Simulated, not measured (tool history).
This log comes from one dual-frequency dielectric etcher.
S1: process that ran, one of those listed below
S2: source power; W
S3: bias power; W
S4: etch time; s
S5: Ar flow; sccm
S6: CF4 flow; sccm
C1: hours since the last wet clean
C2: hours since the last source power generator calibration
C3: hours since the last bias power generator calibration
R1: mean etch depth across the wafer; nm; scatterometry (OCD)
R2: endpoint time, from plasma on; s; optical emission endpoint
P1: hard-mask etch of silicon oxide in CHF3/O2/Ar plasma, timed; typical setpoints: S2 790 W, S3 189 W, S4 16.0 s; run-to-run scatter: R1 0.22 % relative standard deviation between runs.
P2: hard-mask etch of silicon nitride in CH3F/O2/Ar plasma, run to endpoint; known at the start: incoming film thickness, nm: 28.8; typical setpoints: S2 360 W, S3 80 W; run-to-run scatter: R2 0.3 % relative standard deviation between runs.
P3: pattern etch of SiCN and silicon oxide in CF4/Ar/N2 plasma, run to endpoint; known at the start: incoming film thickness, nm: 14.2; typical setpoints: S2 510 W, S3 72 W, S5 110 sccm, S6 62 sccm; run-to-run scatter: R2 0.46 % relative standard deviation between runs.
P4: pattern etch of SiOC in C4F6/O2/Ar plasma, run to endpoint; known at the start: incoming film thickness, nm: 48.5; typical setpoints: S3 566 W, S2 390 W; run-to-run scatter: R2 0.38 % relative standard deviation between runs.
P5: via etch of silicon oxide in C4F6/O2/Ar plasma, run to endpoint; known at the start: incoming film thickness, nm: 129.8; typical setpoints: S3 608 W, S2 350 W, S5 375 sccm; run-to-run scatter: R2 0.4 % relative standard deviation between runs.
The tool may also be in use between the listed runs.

{"run": 1, "day": 0.592, "S1": "P1", "S2": 790, "S3": 189, "S4": 16.0, "C1": 72.5, "C2": 448.7, "C3": 1482.3, "R1": 35.387}
{"run": 2, "day": 1.117, "S1": "P2", "S2": 510, "S3": 80, "C1": 85.1, "C2": 461.3, "C3": 1494.9, "R2": 37.338}
{"run": 3, "day": 1.746, "S1": "P2", "S2": 360, "S3": 56, "C1": 100.2, "C2": 476.4, "C3": 1510.0, "R2": 48.097}
{"run": 4, "day": 2.417, "S1": "P3", "S2": 510, "S3": 72, "S5": 65, "S6": 62, "C1": 116.3, "C2": 492.5, "C3": 1526.1, "R2": 14.133}
{"run": 5, "day": 2.825, "S1": "P1", "S2": 790, "S3": 249, "S4": 16.0, "C1": 126.1, "C2": 502.3, "C3": 1535.9, "R1": 39.093}
{"run": 6, "day": 3.462, "S1": "P1", "S2": 980, "S3": 189, "S4": 9.0, "C1": 141.4, "C2": 517.6, "C3": 1551.2, "R1": 21.66}
{"run": 7, "day": 4.029, "S1": "P1", "S2": 790, "S3": 189, "S4": 16.0, "C1": 155.0, "C2": 531.2, "C3": 1564.8, "R1": 35.417}
{"run": 8, "day": 4.492, "S1": "P1", "S2": 790, "S3": 189, "S4": 16.0, "C1": 166.1, "C2": 542.3, "C3": 1575.9, "R1": 35.491}
{"run": 9, "day": 4.825, "S1": "P4", "S2": 230, "S3": 566, "C1": 174.1, "C2": 550.3, "C3": 1583.9, "R2": 19.05}
{"run": 10, "day": 5.158, "S1": "P5", "S2": 490, "S3": 608, "S5": 375, "C1": 182.1, "C2": 558.3, "C3": 1591.9, "R2": 25.307}
{"run": 11, "day": 5.488, "S1": "P3", "S2": 510, "S3": 72, "S5": 110, "S6": 62, "C1": 190.0, "C2": 566.2, "C3": 1599.8, "R2": 15.304}
{"run": 12, "day": 5.962, "S1": "P1", "S2": 960, "S3": 189, "S4": 16.0, "C1": 201.4, "C2": 577.6, "C3": 1611.2, "R1": 38.188}
{"run": 13, "day": 6.312, "S1": "P1", "S2": 790, "S3": 189, "S4": 20.0, "C1": 209.8, "C2": 586.0, "C3": 1619.6, "R1": 44.391}
{"run": 14, "day": 6.704, "S1": "P2", "S2": 360, "S3": 80, "C1": 219.2, "C2": 595.4, "C3": 1629.0, "R2": 42.793}
{"run": 15, "day": 7.3, "S1": "P4", "S2": 390, "S3": 424, "C1": 233.5, "C2": 609.7, "C3": 1643.3, "R2": 17.448}
{"run": 16, "day": 7.888, "S1": "P5", "S2": 350, "S3": 608, "S5": 453, "C1": 247.6, "C2": 623.8, "C3": 1657.4, "R2": 29.035}
{"run": 17, "day": 8.421, "S1": "P1", "S2": 790, "S3": 135, "S4": 16.0, "C1": 260.4, "C2": 636.6, "C3": 1670.2, "R1": 31.987}
{"run": 18, "day": 8.721, "S1": "P4", "S2": 390, "S3": 566, "C1": 267.6, "C2": 643.8, "C3": 1677.4, "R2": 15.65}
{"run": 19, "day": 9.15, "S1": "P3", "S2": 510, "S3": 72, "S5": 110, "S6": 36, "C1": 277.9, "C2": 654.1, "C3": 1687.7, "R2": 16.757}
{"run": 20, "day": 9.521, "S1": "P5", "S2": 350, "S3": 608, "S5": 375, "C1": 286.8, "C2": 663.0, "C3": 1696.6, "R2": 28.521}
{"run": 21, "day": 10.038, "S1": "P2", "S2": 360, "S3": 80, "C1": 299.2, "C2": 675.4, "C3": 1709.0, "R2": 42.499}
{"run": 22, "day": 10.588, "S1": "P1", "S2": 500, "S3": 189, "S4": 16.0, "C1": 312.4, "C2": 688.6, "C3": 1722.2, "R1": 29.871}
{"run": 23, "day": 11.042, "S1": "P3", "S2": 670, "S3": 72, "S5": 110, "S6": 62, "C1": 323.3, "C2": 699.5, "C3": 1733.1, "R2": 12.067}
{"run": 24, "day": 11.608, "S1": "P1", "S2": 790, "S3": 189, "S4": 9.5, "C1": 336.9, "C2": 713.1, "C3": 1746.7, "R1": 21.118}
{"run": 25, "day": 11.979, "S1": "P3", "S2": 510, "S3": 46, "S5": 110, "S6": 62, "C1": 345.8, "C2": 722.0, "C3": 1755.6, "R2": 17.875}
{"run": 26, "day": 12.288, "S1": "P1", "S2": 790, "S3": 122, "S4": 20.5, "C1": 353.2, "C2": 729.4, "C3": 1763.0, "R1": 39.548}
{"run": 27, "day": 12.854, "S1": "P5", "S2": 350, "S3": 731, "S5": 375, "C1": 366.8, "C2": 743.0, "C3": 1776.6, "R2": 26.493}
{"run": 28, "day": 13.5, "S1": "P5", "S2": 350, "S3": 608, "S5": 375, "C1": 382.3, "C2": 758.5, "C3": 1792.1, "R2": 28.612}
{"run": 29, "day": 13.946, "S1": "P1", "S2": 790, "S3": 189, "S4": 16.0, "C1": 393.0, "C2": 769.2, "C3": 1802.8, "R1": 35.412}
{"run": 30, "day": 14.583, "S1": "P1", "S2": 790, "S3": 189, "S4": 16.0, "C1": 408.3, "C2": 784.5, "C3": 1818.1, "R1": 35.577}
{"run": 31, "day": 14.9, "S1": "P1", "S2": 790, "S3": 189, "S4": 16.0, "C1": 415.9, "C2": 792.1, "C3": 1825.7, "R1": 35.382}
{"run": 32, "day": 15.533, "S1": "P1", "S2": 790, "S3": 189, "S4": 16.0, "C1": 431.1, "C2": 807.3, "C3": 1840.9, "R1": 35.66}
{"run": 33, "day": 16.171, "S1": "P1", "S2": 790, "S3": 189, "S4": 16.0, "C1": 446.4, "C2": 822.6, "C3": 1856.2, "R1": 35.956}
{"run": 34, "day": 16.679, "S1": "P1", "S2": 790, "S3": 189, "S4": 16.0, "C1": 458.6, "C2": 834.8, "C3": 1868.4, "R1": 35.917}
{"day": 17.096, "done": "wet clean of the chamber"}
{"run": 35, "day": 17.346, "S1": "P1", "S2": 790, "S3": 189, "S4": 16.0, "C1": 6.0, "C2": 850.8, "C3": 1884.4, "R1": 35.919}
{"run": 36, "day": 17.975, "S1": "P1", "S2": 790, "S3": 189, "S4": 16.0, "C1": 21.1, "C2": 865.9, "C3": 1899.5, "R1": 36.031}
{"run": 37, "day": 18.317, "S1": "P1", "S2": 790, "S3": 189, "S4": 16.0, "C1": 29.3, "C2": 874.1, "C3": 1907.7, "R1": 36.084}
{"run": 38, "day": 18.904, "S1": "P1", "S2": 790, "S3": 189, "S4": 16.0, "C1": 43.4, "C2": 888.2, "C3": 1921.8, "R1": 35.998}
{"run": 39, "day": 19.258, "S1": "P1", "S2": 790, "S3": 189, "S4": 16.0, "C1": 51.9, "C2": 896.7, "C3": 1930.3, "R1": 36.124}
{"run": 40, "day": 19.762, "S1": "P1", "S2": 790, "S3": 189, "S4": 16.0, "C1": 64.0, "C2": 908.8, "C3": 1942.4, "R1": 36.018}

P1 has crept away from where it was. The log is fitted equally well by each of these 2 causes, at the sizes shown:
A: source power that arrives over what is set, % = 4.02
B: bias power that arrives over what is set, % = 4.62
The onset of the drift is placed at about day 14.900.
Every other cause this tool's parts could produce, and why it does not fit the log:
chamber walls in a state that raises the etch rate, %: work on it at day 17.096, done after the drift set in, did not restore what the process gave before

Each of the check runs listed below is run on 3 wafers and reports their average, with the results left as question marks. Pick the one under which the possible causes would lead to clearly different results.
{"run": "check 1", "day": 20.267, "S1": "P4", "S2": 240, "S3": 566, "R2": "?"}
{"run": "check 2", "day": 20.267, "S1": "P3", "S2": 510, "S3": 49, "S5": 70, "S6": 62, "R2": "?"}
{"run": "check 3", "day": 20.267, "S1": "P2", "S2": 500, "S3": 80, "R2": "?"}
{"run": "check 4", "day": 20.267, "S1": "P5", "S2": 450, "S3": 608, "S5": 375, "R2": "?"}

How each check would come out, cause by cause:
check=check_1 result=R2 if_A=18.512 if_B=18.452
check=check_2 result=R2 if_A=15.560 if_B=15.907
check=check_3 result=R2 if_A=37.056 if_B=37.029
check=check_4 result=R2 if_A=25.652 if_B=25.579
Smallest distance between any two causes, each pair judged by its most separating result, in per cent: check 1 0.32 %; check 2 2.21 %; check 3 0.07 %; check 4 0.29 %
The other checks would show nearly matching results whichever cause is true, so check 2 is the only one that separates the causes.

Then check 2 was run and gave: R2 15.508 s. Which cause is it?

It is A: source power that arrives over what is set, %.

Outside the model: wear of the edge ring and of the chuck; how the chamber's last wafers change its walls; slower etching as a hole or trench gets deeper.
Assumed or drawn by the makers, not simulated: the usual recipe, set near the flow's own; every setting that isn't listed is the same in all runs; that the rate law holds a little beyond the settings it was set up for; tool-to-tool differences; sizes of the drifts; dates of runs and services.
